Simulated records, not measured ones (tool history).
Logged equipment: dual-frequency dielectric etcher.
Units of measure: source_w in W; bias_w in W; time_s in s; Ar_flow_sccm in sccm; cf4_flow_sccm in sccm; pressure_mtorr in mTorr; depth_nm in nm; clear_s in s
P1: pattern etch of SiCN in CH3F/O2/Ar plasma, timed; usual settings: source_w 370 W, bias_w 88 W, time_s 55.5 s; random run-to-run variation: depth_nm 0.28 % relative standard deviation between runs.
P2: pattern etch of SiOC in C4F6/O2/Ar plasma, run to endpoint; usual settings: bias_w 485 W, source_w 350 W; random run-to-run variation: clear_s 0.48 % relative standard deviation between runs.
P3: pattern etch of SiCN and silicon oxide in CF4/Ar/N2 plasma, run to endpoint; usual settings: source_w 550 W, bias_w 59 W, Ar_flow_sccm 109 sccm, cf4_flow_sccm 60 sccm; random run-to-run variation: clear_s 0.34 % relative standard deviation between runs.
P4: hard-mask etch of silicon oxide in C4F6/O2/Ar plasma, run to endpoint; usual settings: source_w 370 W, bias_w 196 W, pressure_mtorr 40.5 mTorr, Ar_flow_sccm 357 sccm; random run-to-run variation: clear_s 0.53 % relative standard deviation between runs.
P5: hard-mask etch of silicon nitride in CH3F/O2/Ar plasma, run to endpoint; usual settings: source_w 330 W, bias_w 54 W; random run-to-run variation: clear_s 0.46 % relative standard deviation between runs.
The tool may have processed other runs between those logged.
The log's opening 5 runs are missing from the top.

{"run": 6, "hour": 86.4, "process": "P1", "source_w": 370, "bias_w": 88, "time_s": 43, "depth_nm": 17.183}
{"run": 7, "hour": 101.8, "process": "P4", "source_w": 370, "bias_w": 196, "Ar_flow_sccm": 357, "pressure_mtorr": 40.5, "clear_s": 95.49}
{"run": 8, "hour": 112.3, "process": "P1", "source_w": 450, "bias_w": 88, "time_s": 77, "depth_nm": 32.972}
{"run": 9, "hour": 120.9, "process": "P3", "source_w": 350, "bias_w": 59, "Ar_flow_sccm": 109, "cf4_flow_sccm": 60, "clear_s": 30.195}
{"run": 10, "hour": 133.3, "process": "P2", "source_w": 350, "bias_w": 628, "clear_s": 9.5801}
{"run": 11, "hour": 146.0, "process": "P4", "source_w": 370, "bias_w": 196, "Ar_flow_sccm": 357, "pressure_mtorr": 40.5, "clear_s": 94.602}
{"run": 12, "hour": 160.6, "process": "P4", "source_w": 370, "bias_w": 121, "Ar_flow_sccm": 357, "pressure_mtorr": 40.5, "clear_s": 110.35}
{"run": 13, "hour": 170.2, "process": "P5", "source_w": 330, "bias_w": 32, "clear_s": 81.922}
{"run": 14, "hour": 179.9, "process": "P1", "source_w": 250, "bias_w": 88, "time_s": 55.5, "depth_nm": 19.198}
{"run": 15, "hour": 190.0, "process": "P3", "source_w": 550, "bias_w": 59, "Ar_flow_sccm": 109, "cf4_flow_sccm": 60, "clear_s": 20.347}
{"run": 16, "hour": 198.7, "process": "P1", "source_w": 460, "bias_w": 88, "time_s": 55.5, "depth_nm": 23.86}
{"run": 17, "hour": 213.1, "process": "P3", "source_w": 550, "bias_w": 59, "Ar_flow_sccm": 135, "cf4_flow_sccm": 60, "clear_s": 21.158}
{"run": 18, "hour": 227.2, "process": "P4", "source_w": 370, "bias_w": 196, "Ar_flow_sccm": 474, "pressure_mtorr": 40.5, "clear_s": 98.015}
{"run": 19, "hour": 235.8, "process": "P4", "source_w": 370, "bias_w": 196, "Ar_flow_sccm": 357, "pressure_mtorr": 49, "clear_s": 97.822}
{"run": 20, "hour": 247.7, "process": "P3", "source_w": 550, "bias_w": 44, "Ar_flow_sccm": 109, "cf4_flow_sccm": 60, "clear_s": 22.251}
{"run": 21, "hour": 263.4, "process": "P2", "source_w": 350, "bias_w": 485, "clear_s": 10.669}
{"run": 22, "hour": 278.0, "process": "P5", "source_w": 410, "bias_w": 54, "clear_s": 64.157}
{"run": 23, "hour": 289.1, "process": "P5", "source_w": 330, "bias_w": 54, "clear_s": 69.298}
{"run": 24, "hour": 304.0, "process": "P1", "source_w": 370, "bias_w": 61, "time_s": 55.5, "depth_nm": 19.306}
{"run": 25, "hour": 321.7, "process": "P1", "source_w": 370, "bias_w": 88, "time_s": 55.5, "depth_nm": 22.156}
{"run": 26, "hour": 332.9, "process": "P3", "source_w": 550, "bias_w": 59, "Ar_flow_sccm": 109, "cf4_flow_sccm": 60, "clear_s": 20.371}

Run 27 is up next; what results do you expect?
{"run": 27, "hour": 347.8, "process": "P2", "source_w": 350, "bias_w": 485, "clear_s": "?"}

{"run 27": {"clear_s": 10.592}}

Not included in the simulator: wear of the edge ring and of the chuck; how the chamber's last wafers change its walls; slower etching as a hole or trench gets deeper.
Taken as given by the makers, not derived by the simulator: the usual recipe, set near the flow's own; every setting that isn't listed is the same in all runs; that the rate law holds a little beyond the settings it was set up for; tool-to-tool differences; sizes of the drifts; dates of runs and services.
